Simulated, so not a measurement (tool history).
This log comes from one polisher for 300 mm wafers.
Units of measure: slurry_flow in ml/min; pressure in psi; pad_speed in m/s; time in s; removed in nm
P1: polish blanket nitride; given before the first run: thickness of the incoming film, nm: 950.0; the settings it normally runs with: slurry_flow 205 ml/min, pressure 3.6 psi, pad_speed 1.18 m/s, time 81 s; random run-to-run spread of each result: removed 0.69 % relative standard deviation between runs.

run  hour  slurry_flow  pressure  pad_speed  time  removed
  1   5.1          205       3.6       1.18    81  151.500
  2   9.8          205       3.6       1.18    81  153.030
  3  13.7          205       3.6       1.18    81  152.850
  4  18.8          205       3.6       0.54    81   82.092
  5  24.4          205       5.6       1.18    81  237.130
  6  31.2          205       3.6       1.18   123  232.360
     31.4  -- slurry nozzle cleaned
  7  35.6          205       2.4       1.18    81  102.270
  8  41.6          130       4.8       1.18    81  191.750
  9  47.1          290       3.6       1.18    81  158.370
 10  50.8          205       3.6       1.18    81  152.340
 11  57.3          205       3.6       1.18    41   78.369
 12  60.8          205       3.6       1.88    81  221.290
 13  67.6          125       3.6       1.18    81  140.520
 14  74.3          310       2.2       1.18    81   97.662
 15  77.6          205       3.6       1.18    81  153.360
 16  81.3          205       3.6       1.18    81  151.310
 17  86.8          205       3.6       1.18    81  149.450
 18  90.0          205       3.6       1.18    81  147.290
 19  94.7          205       3.6       1.18    81  145.880
 20  99.8          205       3.6       1.18    81  145.880

Run 21 is up next; what results do you expect?
 21  104.3          205       3.6       1.18    81        ?

{"run 21": {"removed": 143.29}}
